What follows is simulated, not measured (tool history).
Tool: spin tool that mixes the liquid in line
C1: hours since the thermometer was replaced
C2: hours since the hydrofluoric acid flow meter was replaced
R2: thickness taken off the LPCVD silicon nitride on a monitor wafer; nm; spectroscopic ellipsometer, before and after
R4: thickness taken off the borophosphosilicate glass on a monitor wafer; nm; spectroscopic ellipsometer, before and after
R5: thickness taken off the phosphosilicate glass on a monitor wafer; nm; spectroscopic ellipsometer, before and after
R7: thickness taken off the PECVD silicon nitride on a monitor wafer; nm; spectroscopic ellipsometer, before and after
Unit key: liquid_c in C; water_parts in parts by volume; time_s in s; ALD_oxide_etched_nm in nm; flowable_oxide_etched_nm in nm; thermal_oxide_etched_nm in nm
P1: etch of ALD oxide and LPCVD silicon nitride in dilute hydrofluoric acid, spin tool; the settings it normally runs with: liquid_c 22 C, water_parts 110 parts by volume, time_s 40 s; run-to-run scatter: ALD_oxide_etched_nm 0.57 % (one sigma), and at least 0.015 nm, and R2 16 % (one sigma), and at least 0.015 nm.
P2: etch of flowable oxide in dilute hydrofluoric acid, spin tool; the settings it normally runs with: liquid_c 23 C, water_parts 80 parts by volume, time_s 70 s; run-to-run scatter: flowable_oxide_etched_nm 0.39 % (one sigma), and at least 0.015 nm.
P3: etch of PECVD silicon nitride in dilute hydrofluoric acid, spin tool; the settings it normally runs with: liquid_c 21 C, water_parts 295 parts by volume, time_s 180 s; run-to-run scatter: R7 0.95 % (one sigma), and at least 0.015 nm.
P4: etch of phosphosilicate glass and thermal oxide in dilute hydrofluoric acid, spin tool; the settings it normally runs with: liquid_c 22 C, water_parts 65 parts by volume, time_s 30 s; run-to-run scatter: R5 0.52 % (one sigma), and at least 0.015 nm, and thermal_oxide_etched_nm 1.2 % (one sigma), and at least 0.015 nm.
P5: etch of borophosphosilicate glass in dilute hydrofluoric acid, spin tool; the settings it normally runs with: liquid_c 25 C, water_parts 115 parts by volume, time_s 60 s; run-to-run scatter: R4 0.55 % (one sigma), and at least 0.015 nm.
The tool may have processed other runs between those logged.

{"run": 1, "hour": 15.0, "process": "P1", "liquid_c": 22, "water_parts": 110, "time_s": 40, "C1": 2010.6, "C2": 1371.8, "ALD_oxide_etched_nm": 7.0038, "R2": 0.13842}
{"run": 2, "hour": 30.1, "process": "P2", "liquid_c": 30.5, "water_parts": 80, "time_s": 70, "C1": 2025.7, "C2": 1386.9, "flowable_oxide_etched_nm": 44.666}
{"run": 3, "hour": 47.2, "process": "P1", "liquid_c": 18, "water_parts": 110, "time_s": 60, "C1": 2042.8, "C2": 1404, "ALD_oxide_etched_nm": 8.874, "R2": 0.18254}
{"run": 4, "hour": 58.5, "process": "P1", "liquid_c": 17.5, "water_parts": 110, "time_s": 40, "C1": 2054.1, "C2": 1415.3, "ALD_oxide_etched_nm": 5.8148, "R2": 0.084088}
{"run": 5, "hour": 71.5, "process": "P1", "liquid_c": 28, "water_parts": 110, "time_s": 40, "C1": 2067.1, "C2": 1428.3, "ALD_oxide_etched_nm": 8.8173, "R2": 0.17997}
{"run": 6, "hour": 86.7, "process": "P2", "liquid_c": 23, "water_parts": 80, "time_s": 35, "C1": 2082.3, "C2": 1443.5, "flowable_oxide_etched_nm": 16.715}
{"run": 7, "hour": 102.1, "process": "P1", "liquid_c": 22, "water_parts": 110, "time_s": 40, "C1": 2097.7, "C2": 1458.9, "ALD_oxide_etched_nm": 7.0455, "R2": 0.12158}
{"run": 8, "hour": 114.3, "process": "P5", "liquid_c": 25, "water_parts": 115, "time_s": 90, "C1": 2109.9, "C2": 1471.1, "R4": 31.322}
{"run": 9, "hour": 123.0, "process": "P1", "liquid_c": 22, "water_parts": 110, "time_s": 40, "C1": 2118.6, "C2": 1479.8, "ALD_oxide_etched_nm": 7.0211, "R2": 0.13566}
{"run": 10, "hour": 138.0, "process": "P1", "liquid_c": 26, "water_parts": 75, "time_s": 40, "C1": 2133.6, "C2": 1494.8, "ALD_oxide_etched_nm": 12.464, "R2": 0.18596}
{"run": 11, "hour": 155.2, "process": "P4", "liquid_c": 22, "water_parts": 110, "time_s": 30, "C1": 2150.8, "C2": 1512, "R5": 15.165, "thermal_oxide_etched_nm": 1.2693}
{"run": 12, "hour": 165.0, "process": "P1", "liquid_c": 22, "water_parts": 35, "time_s": 40, "C1": 2160.6, "C2": 1521.8, "ALD_oxide_etched_nm": 24.087, "R2": 0.38623}
{"run": 13, "hour": 182.8, "process": "P3", "liquid_c": 17, "water_parts": 295, "time_s": 180, "C1": 2178.4, "C2": 1539.6, "R7": 2.2086}
{"run": 14, "hour": 193.5, "process": "P1", "liquid_c": 22, "water_parts": 110, "time_s": 80, "C1": 2189.1, "C2": 1550.3, "ALD_oxide_etched_nm": 14.054, "R2": 0.25953}
{"run": 15, "hour": 209.1, "process": "P3", "liquid_c": 21, "water_parts": 295, "time_s": 180, "C1": 2204.7, "C2": 1565.9, "R7": 2.9109}
{"run": 16, "hour": 222.9, "process": "P3", "liquid_c": 21, "water_parts": 295, "time_s": 270, "C1": 2218.5, "C2": 1579.7, "R7": 4.2243}
{"run": 17, "hour": 231.0, "process": "P3", "liquid_c": 21, "water_parts": 185, "time_s": 180, "C1": 2226.6, "C2": 1587.8, "R7": 4.5244}
{"run": 18, "hour": 243.4, "process": "P2", "liquid_c": 23, "water_parts": 80, "time_s": 70, "C1": 2239, "C2": 1600.2, "flowable_oxide_etched_nm": 33.053}
{"run": 19, "hour": 256.0, "process": "P1", "liquid_c": 26, "water_parts": 65, "time_s": 40, "C1": 2251.6, "C2": 1612.8, "ALD_oxide_etched_nm": 14.666, "R2": 0.39696}
{"run": 20, "hour": 267.1, "process": "P1", "liquid_c": 22, "water_parts": 110, "time_s": 40, "C1": 2262.7, "C2": 1623.9, "ALD_oxide_etched_nm": 7.0068, "R2": 0.13577}
{"run": 21, "hour": 276.8, "process": "P2", "liquid_c": 23, "water_parts": 80, "time_s": 70, "C1": 2272.4, "C2": 1633.6, "flowable_oxide_etched_nm": 32.901}
{"run": 22, "hour": 285.5, "process": "P1", "liquid_c": 22, "water_parts": 110, "time_s": 40, "C1": 2281.1, "C2": 1642.3, "ALD_oxide_etched_nm": 7.0134, "R2": 0.11007}
{"run": 23, "hour": 301.1, "process": "P5", "liquid_c": 25, "water_parts": 115, "time_s": 60, "C1": 2296.7, "C2": 1657.9, "R4": 20.939}
{"run": 24, "hour": 314.9, "process": "P2", "liquid_c": 23, "water_parts": 140, "time_s": 70, "C1": 2310.5, "C2": 1671.7, "flowable_oxide_etched_nm": 17.503}
{"run": 25, "hour": 333.4, "process": "P4", "liquid_c": 22, "water_parts": 65, "time_s": 30, "C1": 2329, "C2": 1690.2, "R5": 27.449, "thermal_oxide_etched_nm": 2.1339}
{"run": 26, "hour": 343.3, "process": "P1", "liquid_c": 22, "water_parts": 110, "time_s": 40, "C1": 2338.9, "C2": 1700.1, "ALD_oxide_etched_nm": 7.0047, "R2": 0.18811}
{"run": 27, "hour": 358.8, "process": "P1", "liquid_c": 22, "water_parts": 110, "time_s": 15, "C1": 2354.4, "C2": 1715.6, "ALD_oxide_etched_nm": 2.6028, "R2": 0.039415}
{"run": 28, "hour": 371.5, "process": "P5", "liquid_c": 25, "water_parts": 35, "time_s": 60, "C1": 2367.1, "C2": 1728.3, "R4": 76.13}
{"run": 29, "hour": 380.3, "process": "P4", "liquid_c": 29, "water_parts": 65, "time_s": 30, "C1": 2375.9, "C2": 1737.1, "R5": 36.244, "thermal_oxide_etched_nm": 2.9081}
{"run": 30, "hour": 394.1, "process": "P4", "liquid_c": 22, "water_parts": 65, "time_s": 15, "C1": 2389.7, "C2": 1750.9, "R5": 13.71, "thermal_oxide_etched_nm": 1.1471}
{"run": 31, "hour": 404.9, "process": "P5", "liquid_c": 20.5, "water_parts": 115, "time_s": 60, "C1": 2400.5, "C2": 1761.7, "R4": 17.361}
{"run": 32, "hour": 420.8, "process": "P1", "liquid_c": 22, "water_parts": 170, "time_s": 40, "C1": 2416.4, "C2": 1777.6, "ALD_oxide_etched_nm": 4.2517, "R2": 0.086133}
{"run": 33, "hour": 432.1, "process": "P1", "liquid_c": 22, "water_parts": 110, "time_s": 40, "C1": 2427.7, "C2": 1788.9, "ALD_oxide_etched_nm": 6.9692, "R2": 0.12731}
{"run": 34, "hour": 449.1, "process": "P1", "liquid_c": 22, "water_parts": 110, "time_s": 40, "C1": 2444.7, "C2": 1805.9, "ALD_oxide_etched_nm": 7.2325, "R2": 0.14896}
{"run": 35, "hour": 463.1, "process": "P1", "liquid_c": 22, "water_parts": 110, "time_s": 40, "C1": 2458.7, "C2": 1819.9, "ALD_oxide_etched_nm": 7.2825, "R2": 0.15073}
{"run": 36, "hour": 472.7, "process": "P1", "liquid_c": 22, "water_parts": 110, "time_s": 40, "C1": 2468.3, "C2": 1829.5, "ALD_oxide_etched_nm": 7.3703, "R2": 0.18145}
{"run": 37, "hour": 488.7, "process": "P1", "liquid_c": 22, "water_parts": 110, "time_s": 40, "C1": 2484.3, "C2": 1845.5, "ALD_oxide_etched_nm": 7.3798, "R2": 0.12501}
{"run": 38, "hour": 506.8, "process": "P1", "liquid_c": 22, "water_parts": 110, "time_s": 40, "C1": 2502.4, "C2": 1863.6, "ALD_oxide_etched_nm": 7.3875, "R2": 0.13915}
{"run": 39, "hour": 524.8, "process": "P1", "liquid_c": 22, "water_parts": 110, "time_s": 40, "C1": 2520.4, "C2": 1881.6, "ALD_oxide_etched_nm": 7.4916, "R2": 0.12142}
{"run": 40, "hour": 541.1, "process": "P1", "liquid_c": 22, "water_parts": 110, "time_s": 40, "C1": 2536.7, "C2": 1897.9, "ALD_oxide_etched_nm": 7.4481, "R2": 0.13425}

Compared with where it was, what P1 gives has crept away. Each cause listed below fits the log as well as the rest, at the size given for it:
A: liquid hotter than its thermometer reads (K) = 1.72
B: hydrofluoric acid flow above the setpoint (%) = 6.23
The onset of the drift is placed at about hour 432.1.

Below are 4 check runs, each averaged over 3 wafers, with their results shown as question marks. Which of them would give clearly different results depending on which cause is behind the drift?
{"run": "check 1", "hour": 557.4, "process": "P3", "liquid_c": 21, "water_parts": 295, "time_s": 180, "R7": "?"}
{"run": "check 2", "hour": 557.4, "process": "P2", "liquid_c": 23, "water_parts": 80, "time_s": 70, "flowable_oxide_etched_nm": "?"}
{"run": "check 3", "hour": 557.4, "process": "P5", "liquid_c": 25, "water_parts": 115, "time_s": 60, "R4": "?"}
{"run": "check 4", "hour": 557.4, "process": "P4", "liquid_c": 22, "water_parts": 65, "time_s": 30, "R5": "?", "thermal_oxide_etched_nm": "?"}

Outcome of each check run for each possible cause:
check=check_1 result=R7 if_A=3.1719 if_B=3.0214
check=check_2 result=flowable_oxide_etched_nm if_A=35.458 if_B=35.351
check=check_3 result=R4 if_A=22.412 if_B=22.468
check=check_4 result=R5 if_A=29.242 if_B=29.082
check=check_4 result=thermal_oxide_etched_nm if_A=2.3811 if_B=2.3681
How far apart the two closest causes lie, in the result that separates them most: check 1 4.86 %; check 2 0.3 %; check 3 0.25 %; check 4 0.55 %
Check 1 distinguishes between the causes, while the remaining checks would return nearly the same result for all of them.

Check 1 was carried out, with these results: R7 3.1699 nm. Which of the listed causes is responsible?

The correct cause is A, namely: liquid hotter than its thermometer reads (K).

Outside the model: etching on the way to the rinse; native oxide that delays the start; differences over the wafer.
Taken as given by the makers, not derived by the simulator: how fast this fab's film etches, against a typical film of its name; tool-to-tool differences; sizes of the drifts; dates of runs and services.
